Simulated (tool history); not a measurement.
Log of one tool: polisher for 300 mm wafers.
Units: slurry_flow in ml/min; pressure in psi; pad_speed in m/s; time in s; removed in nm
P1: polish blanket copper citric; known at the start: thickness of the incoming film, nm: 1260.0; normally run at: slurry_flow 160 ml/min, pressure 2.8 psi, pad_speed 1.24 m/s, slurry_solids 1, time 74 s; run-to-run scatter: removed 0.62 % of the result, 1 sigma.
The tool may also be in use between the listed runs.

| run | hour | slurry_flow | pressure | pad_speed | slurry_solids | time | wafers polished on this pad | hours since the slurry nozzle was cleaned | hours since the head pressure was calibrated | hours since the slurry blender was calibrated | removed |
|---|---|---|---|---|---|---|---|---|---|---|---|
| 1 | 4.8 | 160 | 2.8 | 1.24 | 1 | 74 | 398 | 30.2 | 817.1 | 71.6 | 171.86 |
| 2 | 7.9 | 160 | 2.8 | 1.24 | 1.5 | 74 | 436 | 33.3 | 820.2 | 74.7 | 189.32 |
| 3 | 11.9 | 160 | 1.3 | 1.24 | 1 | 74 | 484 | 37.3 | 824.2 | 78.7 | 82.056 |
| 4 | 15.4 | 160 | 4.4 | 1.24 | 1 | 74 | 527 | 40.8 | 827.7 | 82.2 | 268.95 |
| 5 | 21.3 | 160 | 2.8 | 1.24 | 1 | 110 | 599 | 46.7 | 833.6 | 88.1 | 256.55 |
| 6 | 26.5 | 160 | 2.8 | 1.24 | 1 | 74 | 663 | 51.9 | 838.8 | 93.3 | 173.81 |
| 7 | 32.3 | 160 | 2.8 | 1.24 | 1 | 33 | 734 | 57.7 | 844.6 | 99.1 | 76.231 |
| 8 | 38 | 95 | 2.8 | 1.24 | 1 | 74 | 804 | 63.4 | 850.3 | 104.8 | 154.37 |
| 9 | 41.2 | 160 | 2.8 | 1.58 | 1 | 74 | 843 | 66.6 | 853.5 | 108 | 219.75 |
| 10 | 44.5 | 160 | 2.8 | 1.24 | 0.7 | 74 | 883 | 69.9 | 856.8 | 111.3 | 161.79 |
| 11 | 48 | 160 | 2.8 | 1.24 | 1 | 74 | 926 | 73.4 | 860.3 | 114.8 | 172.52 |
| 12 | 53.1 | 240 | 2.8 | 1.24 | 1 | 74 | 989 | 78.5 | 865.4 | 119.9 | 179.19 |
| 13 | 56.6 | 160 | 2.8 | 1.24 | 0.55 | 111 | 1031 | 82 | 868.9 | 123.4 | 227.47 |
| 14 | 60.7 | 160 | 2.8 | 1.24 | 1 | 74 | 1082 | 86.1 | 873 | 127.5 | 173.64 |
|  | 63.7 | head pressure recalibrated |
| 15 | 64.2 | 160 | 2.8 | 1.24 | 1 | 74 | 1124 | 89.6 | 0.6 | 131 | 172.08 |
| 16 | 67.9 | 160 | 2.8 | 1.24 | 1 | 74 | 1170 | 93.3 | 4.3 | 134.7 | 173.26 |
| 17 | 73.3 | 160 | 2.8 | 0.76 | 1 | 74 | 1236 | 98.7 | 9.7 | 140.1 | 108.02 |
| 18 | 76.8 | 160 | 2.8 | 1.24 | 1 | 74 | 1279 | 102.2 | 13.2 | 143.6 | 172.12 |
| 19 | 80.7 | 160 | 2.8 | 1.24 | 1 | 74 | 1326 | 106.1 | 17.1 | 147.5 | 167.55 |
| 20 | 85.8 | 160 | 2.8 | 1.24 | 1 | 74 | 1389 | 111.2 | 22.2 | 152.6 | 162.31 |
| 21 | 90.8 | 160 | 2.8 | 1.24 | 1 | 74 | 1450 | 116.2 | 27.2 | 157.6 | 159.8 |
| 22 | 94.1 | 160 | 2.8 | 1.24 | 1 | 74 | 1490 | 119.5 | 30.5 | 160.9 | 160.02 |
|  | 97.8 | slurry blender recalibrated |
| 23 | 99.8 | 160 | 2.8 | 1.24 | 1 | 74 | 1560 | 125.2 | 36.2 | 2 | 159.27 |
|  | 102.7 | head pressure recalibrated |
| 24 | 104.5 | 160 | 2.8 | 1.24 | 1 | 74 | 1617 | 129.9 | 1.9 | 6.7 | 157.78 |
| 25 | 107.8 | 160 | 2.8 | 1.24 | 1 | 74 | 1658 | 133.2 | 5.2 | 10 | 157.3 |
| 26 | 113.2 | 160 | 2.8 | 1.24 | 1 | 74 | 1724 | 138.6 | 10.6 | 15.4 | 156.67 |

What P1 gives has crept away from where it was. These 2 causes fit the log equally well, each at the size given:
A: removal rate lost through wear of the pad, % = 8.64
B: slurry flow missing at the pad, % = 36.1
The creep began at about hour 76.8.
Why every other cause is out:
head's pressure below its setpoint, %: serviced at hour 102.7, which brought nothing back
abrasive missing from the slurry, %: serviced at hour 97.8, which brought nothing back

4 check runs are offered, each on 5 wafers whose results are averaged, their results left as question marks. Which one tells the causes apart?
| check 1 | 118.6 | 160 | 4.2 | 1.24 | 1 | 36 |  |  |  |  | ? |
| check 2 | 118.6 | 215 | 2.8 | 0.98 | 1 | 74 |  |  |  |  | ? |
| check 3 | 118.6 | 160 | 2.8 | 1.24 | 1.4 | 74 |  |  |  |  | ? |
| check 4 | 118.6 | 160 | 1.7 | 1.24 | 1 | 55 |  |  |  |  | ? |

What each check would give under each cause:
| check | result | if A | if B |
|---|---|---|---|
| check 1 | removed | 114.32 | 114.32 |
| check 2 | removed | 130.77 | 133.61 |
| check 3 | removed | 169.79 | 169.79 |
| check 4 | removed | 72.148 | 72.147 |
How far apart the two closest causes lie, in the result that separates them most: check 1 0 %; check 2 2.15 %; check 3 0 %; check 4 0 %
Check 2 tells the causes apart: in the others they would give nearly the same result.

Check 2 was then run and gave: removed 130.97 nm. Which cause is it?

It is A: removal rate lost through wear of the pad, %.

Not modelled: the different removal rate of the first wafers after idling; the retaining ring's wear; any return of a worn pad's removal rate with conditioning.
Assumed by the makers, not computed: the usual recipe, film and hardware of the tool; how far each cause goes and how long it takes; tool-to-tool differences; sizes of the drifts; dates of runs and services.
